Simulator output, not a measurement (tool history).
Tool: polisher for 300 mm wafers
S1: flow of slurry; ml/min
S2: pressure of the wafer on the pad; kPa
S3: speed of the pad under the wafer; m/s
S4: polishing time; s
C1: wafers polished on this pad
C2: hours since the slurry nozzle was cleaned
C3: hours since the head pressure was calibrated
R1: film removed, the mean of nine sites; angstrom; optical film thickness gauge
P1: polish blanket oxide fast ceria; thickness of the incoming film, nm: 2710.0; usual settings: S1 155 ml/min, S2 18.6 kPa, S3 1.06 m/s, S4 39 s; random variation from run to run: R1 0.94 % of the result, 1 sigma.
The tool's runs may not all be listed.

| run | hour | S1 | S2 | S3 | S4 | C1 | C2 | C3 | R1 |
|---|---|---|---|---|---|---|---|---|---|
| 1 | 7.3 | 155 | 18.6 | 1.06 | 39 | 536 | 561.6 | 158.8 | 5818.9 |
| 2 | 13.6 | 115 | 18.6 | 1.06 | 50 | 622 | 567.9 | 165.1 | 6982.7 |
| 3 | 22.5 | 155 | 28.3 | 1.66 | 39 | 744 | 576.8 | 174 | 13809 |
| 4 | 29.9 | 95 | 18.6 | 1.06 | 39 | 844 | 584.2 | 181.4 | 5366 |
|  | 33.9 | head pressure recalibrated |
| 5 | 39.8 | 205 | 18.6 | 1.06 | 39 | 980 | 594.1 | 6 | 6150.8 |
| 6 | 52.1 | 155 | 18.6 | 1.06 | 39 | 1147 | 606.4 | 18.3 | 5886.8 |
| 7 | 60.6 | 155 | 18.6 | 1.06 | 39 | 1263 | 614.9 | 26.8 | 5801 |
| 8 | 66.2 | 155 | 18.6 | 0.48 | 39 | 1340 | 620.5 | 32.4 | 2616 |
| 9 | 76.8 | 155 | 13.1 | 1.06 | 39 | 1484 | 631.1 | 43 | 4109.5 |
| 10 | 89.2 | 155 | 18.6 | 1.06 | 39 | 1654 | 643.5 | 55.4 | 5826 |
| 11 | 98 | 155 | 28.3 | 1.06 | 39 | 1774 | 652.3 | 64.2 | 9040.9 |
| 12 | 104.7 | 155 | 18.6 | 1.06 | 39 | 1865 | 659 | 70.9 | 5900.6 |
| 13 | 113.6 | 155 | 18.6 | 1.06 | 52 | 1987 | 667.9 | 79.8 | 7850.8 |
| 14 | 122.8 | 155 | 18.6 | 1.06 | 19 | 2112 | 677.1 | 89 | 2831 |
| 15 | 132.4 | 155 | 18.6 | 1.68 | 39 | 2243 | 686.7 | 98.6 | 9358.7 |
| 16 | 141.2 | 155 | 18.6 | 1.06 | 39 | 2363 | 695.5 | 107.4 | 5790.4 |
| 17 | 148.2 | 155 | 18.6 | 1.06 | 39 | 2459 | 702.5 | 114.4 | 5812.3 |
| 18 | 159.5 | 155 | 18.6 | 1.06 | 39 | 2613 | 713.8 | 125.7 | 5683.6 |
| 19 | 165.8 | 155 | 18.6 | 1.06 | 39 | 2699 | 720.1 | 132 | 5505.3 |
| 20 | 172.6 | 155 | 18.6 | 1.06 | 39 | 2792 | 726.9 | 138.8 | 5601.1 |
|  | 173.3 | worn pad replaced by a new one |
| 21 | 178.2 | 155 | 18.6 | 1.06 | 39 | 67 | 732.5 | 144.4 | 5563.5 |
| 22 | 189.7 | 155 | 18.6 | 1.06 | 39 | 223 | 744 | 155.9 | 5466.6 |
| 23 | 201.3 | 155 | 18.6 | 1.06 | 39 | 382 | 755.6 | 167.5 | 5467.6 |
| 24 | 206.7 | 155 | 18.6 | 1.06 | 39 | 455 | 761 | 172.9 | 5448.1 |

What P1 gives has crept away from where it was. These 2 causes fit the log equally well, each at the size given:
A: slurry flow missing at the pad, % = 29.8
B: head's pressure below its setpoint, % = 6.77
The creep began at about hour 141.2.
Why every other cause is out:
removal rate lost through wear of the pad, %: serviced at hour 173.3, which brought nothing back

4 check runs are offered, each on 5 wafers whose results are averaged, their results left as question marks. Which one tells the causes apart?
| check 1 | 212.1 | 155 | 22.8 | 0.48 | 39 |  |  |  | ? |
| check 2 | 212.1 | 155 | 26.2 | 1.06 | 30 |  |  |  | ? |
| check 3 | 212.1 | 155 | 22.8 | 1.64 | 39 |  |  |  | ? |
| check 4 | 212.1 | 95 | 18.6 | 1.06 | 49 |  |  |  | ? |

What each check would give under each cause:
| check | result | if A | if B |
|---|---|---|---|
| check 1 | R1 | 3017.3 | 3017.5 |
| check 2 | R1 | 5902.1 | 5902.5 |
| check 3 | R1 | 10309 | 10310 |
| check 4 | R1 | 5945.8 | 6175.9 |
How far apart the two closest causes lie, in the result that separates them most: check 1 0.01 %; check 2 0.01 %; check 3 0.01 %; check 4 3.8 %
Only check 4 tells the causes apart: in the others they would give nearly the same result.

Check 4 was then run and gave: R1 5944.3 angstrom. Which cause is it?

It is A: slurry flow missing at the pad, %.
